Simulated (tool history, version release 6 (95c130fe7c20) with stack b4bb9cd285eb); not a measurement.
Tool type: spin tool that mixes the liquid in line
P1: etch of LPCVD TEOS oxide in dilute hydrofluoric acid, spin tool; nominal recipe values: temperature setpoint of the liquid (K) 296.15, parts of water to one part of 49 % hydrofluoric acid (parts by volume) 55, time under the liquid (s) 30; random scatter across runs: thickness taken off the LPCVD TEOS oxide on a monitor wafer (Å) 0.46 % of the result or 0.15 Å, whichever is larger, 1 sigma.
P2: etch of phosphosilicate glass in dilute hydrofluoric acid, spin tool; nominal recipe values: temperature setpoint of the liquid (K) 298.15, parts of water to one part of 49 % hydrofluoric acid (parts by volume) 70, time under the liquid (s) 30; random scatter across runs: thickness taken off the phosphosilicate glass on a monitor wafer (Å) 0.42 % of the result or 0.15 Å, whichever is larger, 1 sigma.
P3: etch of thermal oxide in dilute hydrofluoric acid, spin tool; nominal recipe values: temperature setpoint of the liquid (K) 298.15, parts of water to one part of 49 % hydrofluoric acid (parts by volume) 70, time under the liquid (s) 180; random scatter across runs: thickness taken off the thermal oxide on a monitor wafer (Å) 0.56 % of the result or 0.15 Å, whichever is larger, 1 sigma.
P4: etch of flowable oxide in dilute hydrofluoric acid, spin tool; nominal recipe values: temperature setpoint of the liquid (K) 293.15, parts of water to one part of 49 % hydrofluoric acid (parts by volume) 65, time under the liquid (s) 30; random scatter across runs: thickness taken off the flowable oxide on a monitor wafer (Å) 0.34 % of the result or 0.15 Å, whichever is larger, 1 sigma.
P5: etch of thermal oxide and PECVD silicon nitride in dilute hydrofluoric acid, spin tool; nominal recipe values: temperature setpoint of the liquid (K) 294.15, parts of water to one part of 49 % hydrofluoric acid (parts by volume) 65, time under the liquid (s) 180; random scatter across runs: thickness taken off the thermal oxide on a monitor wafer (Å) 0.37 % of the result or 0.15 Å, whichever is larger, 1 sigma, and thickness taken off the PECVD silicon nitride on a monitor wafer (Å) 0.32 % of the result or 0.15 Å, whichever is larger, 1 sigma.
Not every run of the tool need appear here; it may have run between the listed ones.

run  hour  process that ran  temperature setpoint of the liquid (K)  parts of water to one part of 49 % hydrofluoric acid (parts by volume)  time under the liquid (s)  hours since the thermometer was replaced  hours since the hydrofluoric acid flow meter was replaced  thickness taken off the LPCVD TEOS oxide on a monitor wafer (Å)  thickness taken off the thermal oxide on a monitor wafer (Å)  thickness taken off the PECVD silicon nitride on a monitor wafer (Å)  thickness taken off the phosphosilicate glass on a monitor wafer (Å)  thickness taken off the flowable oxide on a monitor wafer (Å)
  1   5.1                P1                                  296.15                                                                      55                         30                                    1961.3                                                        571                                                           206.85
  2   7.6                P5                                  294.15                                                                     115                        180                                    1963.8                                                      573.5                                                                                                                         66.498                                                                35.771
  3  12.9                P1                                  296.15                                                                      55                         30                                    1969.1                                                      578.8                                                           202.74
  4  15.8                P1                                  296.15                                                                      95                         30                                      1972                                                      581.7                                                           112.92
  5  18.9                P2                                  291.65                                                                      70                         30                                    1975.1                                                      584.8                                                                                                                                                                                                                                                                     282.82
  6  24.3                P2                                  298.15                                                                     125                         30                                    1980.5                                                      590.2                                                                                                                                                                                                                                                                     193.15
  7  26.8                P5                                  294.15                                                                      65                         20                                      1983                                                      592.7                                                                                                                          13.47                                                                7.2286
  8  30.4                P3                                  298.15                                                                      70                        180                                    1986.6                                                      596.3                                                                                                                         137.05
  9  34.9                P4                                  293.15                                                                     100                         30                                    1991.1                                                      600.8                                                                                                                                                                                                                                                                                                                                    120.43
 10  38.5                P1                                  296.15                                                                      55                         30                                    1994.7                                                      604.4                                                           205.26
 11  42.3                P4                                  290.15                                                                      65                         30                                    1998.5                                                      608.2                                                                                                                                                                                                                                                                                                                                     169.2
 12  47.2                P1                                  296.15                                                                      55                         30                                    2003.4                                                      613.1                                                           204.79
 13  51.8                P5                                  294.15                                                                      65                        180                                      2008                                                      617.7                                                                                                                         124.56                                                                62.697
 14  55.2                P1                                  301.15                                                                      55                         50                                    2011.4                                                      621.1                                                           417.99
 15  58.4                P1                                  296.15                                                                      55                         15                                    2014.6                                                      624.3                                                           102.28
 16    64                P1                                  291.65                                                                      55                         15                                    2020.2                                                      629.9                                                           84.501
 17  68.5                P1                                  296.15                                                                      55                         55                                    2024.7                                                      634.4                                                           375.16
 18  74.1                P1                                  296.15                                                                      20                         30                                    2030.3                                                        640                                                           591.79
 19    78                P2                                  298.15                                                                      70                         30                                    2034.2                                                      643.9                                                                                                                                                                                                                                                                     373.46
 20  80.6                P2                                  298.15                                                                      70                         55                                    2036.8                                                      646.5                                                                                                                                                                                                                                                                     683.41

Predict the results of run 21:
 21  84.2                P1                                  303.15                                                                      55                         30                                    2040.4                                                      650.1                                                                ?

{"run 21": {"thickness taken off the LPCVD TEOS oxide on a monitor wafer (Å)": 271.19}}
